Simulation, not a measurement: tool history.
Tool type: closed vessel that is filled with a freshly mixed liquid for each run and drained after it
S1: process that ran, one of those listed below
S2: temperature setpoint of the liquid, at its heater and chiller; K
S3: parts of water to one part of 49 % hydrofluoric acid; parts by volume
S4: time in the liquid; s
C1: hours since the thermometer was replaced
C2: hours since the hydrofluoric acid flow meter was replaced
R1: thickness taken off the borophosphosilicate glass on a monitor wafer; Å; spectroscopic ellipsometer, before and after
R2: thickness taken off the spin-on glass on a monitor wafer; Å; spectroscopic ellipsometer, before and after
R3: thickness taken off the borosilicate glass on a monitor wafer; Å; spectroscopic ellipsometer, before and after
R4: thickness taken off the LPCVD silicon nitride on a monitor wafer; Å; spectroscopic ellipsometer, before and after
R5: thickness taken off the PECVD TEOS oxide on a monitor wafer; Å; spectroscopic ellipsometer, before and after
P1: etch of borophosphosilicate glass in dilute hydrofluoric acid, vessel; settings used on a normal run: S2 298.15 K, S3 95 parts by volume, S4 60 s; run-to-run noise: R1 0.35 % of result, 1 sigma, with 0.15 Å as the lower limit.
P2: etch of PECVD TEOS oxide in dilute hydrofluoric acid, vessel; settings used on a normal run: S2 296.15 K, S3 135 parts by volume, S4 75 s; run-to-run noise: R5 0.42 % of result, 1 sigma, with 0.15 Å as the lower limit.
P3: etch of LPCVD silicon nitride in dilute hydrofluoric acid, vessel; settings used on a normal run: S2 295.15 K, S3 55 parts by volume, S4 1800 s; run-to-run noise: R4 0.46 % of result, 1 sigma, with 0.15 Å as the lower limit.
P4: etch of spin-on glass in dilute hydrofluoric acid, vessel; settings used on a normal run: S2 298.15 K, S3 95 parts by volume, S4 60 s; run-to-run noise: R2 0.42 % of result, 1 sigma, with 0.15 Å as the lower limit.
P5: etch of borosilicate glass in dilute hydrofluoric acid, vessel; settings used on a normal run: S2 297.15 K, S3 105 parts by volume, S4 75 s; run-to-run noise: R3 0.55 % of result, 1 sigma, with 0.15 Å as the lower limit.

{"run": 1, "hour": 6.2, "S1": "P1", "S2": 298.15, "S3": 95, "S4": 60, "C1": 101.4, "C2": 224.4, "R1": 372.13}
{"run": 2, "hour": 13.3, "S1": "P4", "S2": 298.15, "S3": 95, "S4": 60, "C1": 108.5, "C2": 231.5, "R2": 170.69}
{"run": 3, "hour": 26.5, "S1": "P1", "S2": 298.15, "S3": 95, "S4": 60, "C1": 121.7, "C2": 244.7, "R1": 371.32}
{"run": 4, "hour": 36.2, "S1": "P4", "S2": 298.15, "S3": 95, "S4": 30, "C1": 131.4, "C2": 254.4, "R2": 86.142}
{"run": 5, "hour": 47.8, "S1": "P1", "S2": 298.15, "S3": 20, "S4": 60, "C1": 143, "C2": 266, "R1": 1961.8}
{"run": 6, "hour": 53.8, "S1": "P1", "S2": 298.15, "S3": 95, "S4": 60, "C1": 149, "C2": 272, "R1": 373.57}
{"run": 7, "hour": 62.5, "S1": "P1", "S2": 306.15, "S3": 145, "S4": 60, "C1": 157.7, "C2": 280.7, "R1": 307.14}
{"run": 8, "hour": 74.8, "S1": "P5", "S2": 297.15, "S3": 185, "S4": 75, "C1": 170, "C2": 293, "R3": 67.761}
{"run": 9, "hour": 83.8, "S1": "P3", "S2": 295.15, "S3": 20, "S4": 1800, "C1": 179, "C2": 302, "R4": 382.42}
{"hour": 85.9, "done": "hydrofluoric acid flow meter replaced"}
{"run": 10, "hour": 96.3, "S1": "P5", "S2": 297.15, "S3": 105, "S4": 75, "C1": 191.5, "C2": 10.4, "R3": 131}
{"run": 11, "hour": 104.2, "S1": "P4", "S2": 293.15, "S3": 95, "S4": 60, "C1": 199.4, "C2": 18.3, "R2": 138.68}
{"run": 12, "hour": 111.9, "S1": "P2", "S2": 296.15, "S3": 40, "S4": 75, "C1": 207.1, "C2": 26, "R5": 338.9}
{"run": 13, "hour": 119.8, "S1": "P2", "S2": 292.15, "S3": 135, "S4": 75, "C1": 215, "C2": 33.9, "R5": 76.771}
{"run": 14, "hour": 127.4, "S1": "P3", "S2": 295.15, "S3": 55, "S4": 1800, "C1": 222.6, "C2": 41.5, "R4": 143.44}
{"run": 15, "hour": 136.1, "S1": "P5", "S2": 292.65, "S3": 105, "S4": 75, "C1": 231.3, "C2": 50.2, "R3": 109.02}
{"run": 16, "hour": 146.7, "S1": "P3", "S2": 295.15, "S3": 55, "S4": 1800, "C1": 241.9, "C2": 60.8, "R4": 143.79}
{"run": 17, "hour": 160.0, "S1": "P4", "S2": 298.15, "S3": 60, "S4": 60, "C1": 255.2, "C2": 74.1, "R2": 283.6}
{"run": 18, "hour": 168.2, "S1": "P2", "S2": 296.15, "S3": 135, "S4": 75, "C1": 263.4, "C2": 82.3, "R5": 90.762}
{"run": 19, "hour": 176.6, "S1": "P1", "S2": 298.15, "S3": 175, "S4": 60, "C1": 271.8, "C2": 90.7, "R1": 183.93}
{"run": 20, "hour": 185.1, "S1": "P3", "S2": 295.15, "S3": 55, "S4": 3380, "C1": 280.3, "C2": 99.2, "R4": 267.96}
{"run": 21, "hour": 196.3, "S1": "P1", "S2": 298.15, "S3": 95, "S4": 60, "C1": 291.5, "C2": 110.4, "R1": 372.3}
{"run": 22, "hour": 208.9, "S1": "P1", "S2": 303.15, "S3": 95, "S4": 60, "C1": 304.1, "C2": 123, "R1": 452.65}
{"run": 23, "hour": 220.3, "S1": "P1", "S2": 291.65, "S3": 95, "S4": 60, "C1": 315.5, "C2": 134.4, "R1": 287.04}
{"run": 24, "hour": 228.9, "S1": "P1", "S2": 298.15, "S3": 95, "S4": 30, "C1": 324.1, "C2": 143, "R1": 186.15}
{"run": 25, "hour": 240.3, "S1": "P5", "S2": 297.15, "S3": 105, "S4": 145, "C1": 335.5, "C2": 154.4, "R3": 255.35}
{"run": 26, "hour": 249.8, "S1": "P1", "S2": 298.15, "S3": 95, "S4": 100, "C1": 345, "C2": 163.9, "R1": 619.77}
{"run": 27, "hour": 257.7, "S1": "P3", "S2": 301.15, "S3": 55, "S4": 1800, "C1": 352.9, "C2": 171.8, "R4": 214.08}
{"run": 28, "hour": 267.1, "S1": "P2", "S2": 296.15, "S3": 135, "S4": 115, "C1": 362.3, "C2": 181.2, "R5": 137.2}
{"run": 29, "hour": 279.8, "S1": "P1", "S2": 298.15, "S3": 95, "S4": 60, "C1": 375, "C2": 193.9, "R1": 372.96}
{"run": 30, "hour": 287.0, "S1": "P1", "S2": 298.15, "S3": 95, "S4": 60, "C1": 382.2, "C2": 201.1, "R1": 382.43}
{"run": 31, "hour": 296.3, "S1": "P1", "S2": 298.15, "S3": 95, "S4": 60, "C1": 391.5, "C2": 210.4, "R1": 391.59}
{"run": 32, "hour": 303.8, "S1": "P1", "S2": 298.15, "S3": 95, "S4": 60, "C1": 399, "C2": 217.9, "R1": 397.66}
{"run": 33, "hour": 311.5, "S1": "P1", "S2": 298.15, "S3": 95, "S4": 60, "C1": 406.7, "C2": 225.6, "R1": 396.8}
{"run": 34, "hour": 322.1, "S1": "P1", "S2": 298.15, "S3": 95, "S4": 60, "C1": 417.3, "C2": 236.2, "R1": 400.93}
{"run": 35, "hour": 329.3, "S1": "P1", "S2": 298.15, "S3": 95, "S4": 60, "C1": 424.5, "C2": 243.4, "R1": 399.18}
{"run": 36, "hour": 340.6, "S1": "P1", "S2": 298.15, "S3": 95, "S4": 60, "C1": 435.8, "C2": 254.7, "R1": 402.4}

Something has made what P1 gives creep away from where it was; the 2 causes below, each at its own stated size, fit the log equally well:
A: liquid hotter than its thermometer reads (K) = 1.92
B: hydrofluoric acid flow above the setpoint (%) = 6.94
The gradual shift began around hour 279.8.

Consider the 4 single-wafer check runs listed below, results given as question marks: which one distinguishes between the causes by giving clearly different results for each?
{"run": "check 1", "hour": 351.9, "S1": "P2", "S2": 296.15, "S3": 65, "S4": 110, "R5": "?"}
{"run": "check 2", "hour": 351.9, "S1": "P4", "S2": 294.65, "S3": 60, "S4": 60, "R2": "?"}
{"run": "check 3", "hour": 351.9, "S1": "P3", "S2": 300.65, "S3": 55, "S4": 2930, "R4": "?"}
{"run": "check 4", "hour": 351.9, "S1": "P5", "S2": 297.15, "S3": 160, "S4": 145, "R3": "?"}

If the cause were each of the candidates in turn, the checks would give the following:
check=check_1 result=R5 if_A=321.6 if_B=319.8
check=check_2 result=R2 if_A=265.16 if_B=263.17
check=check_3 result=R4 if_A=381.59 if_B=359.82
check=check_4 result=R3 if_A=167.7 if_B=168.83
Smallest distance between any two causes, each pair judged by its most separating result, in per cent: check 1 0.56 %; check 2 0.76 %; check 3 5.87 %; check 4 0.67 %
The causes can be told apart only by check 3. The other checks would give nearly the same results under each of them.

Check 3 was then run and gave: R4 361.61 Å. Which cause is it?

The cause is B: hydrofluoric acid flow above the setpoint (%).

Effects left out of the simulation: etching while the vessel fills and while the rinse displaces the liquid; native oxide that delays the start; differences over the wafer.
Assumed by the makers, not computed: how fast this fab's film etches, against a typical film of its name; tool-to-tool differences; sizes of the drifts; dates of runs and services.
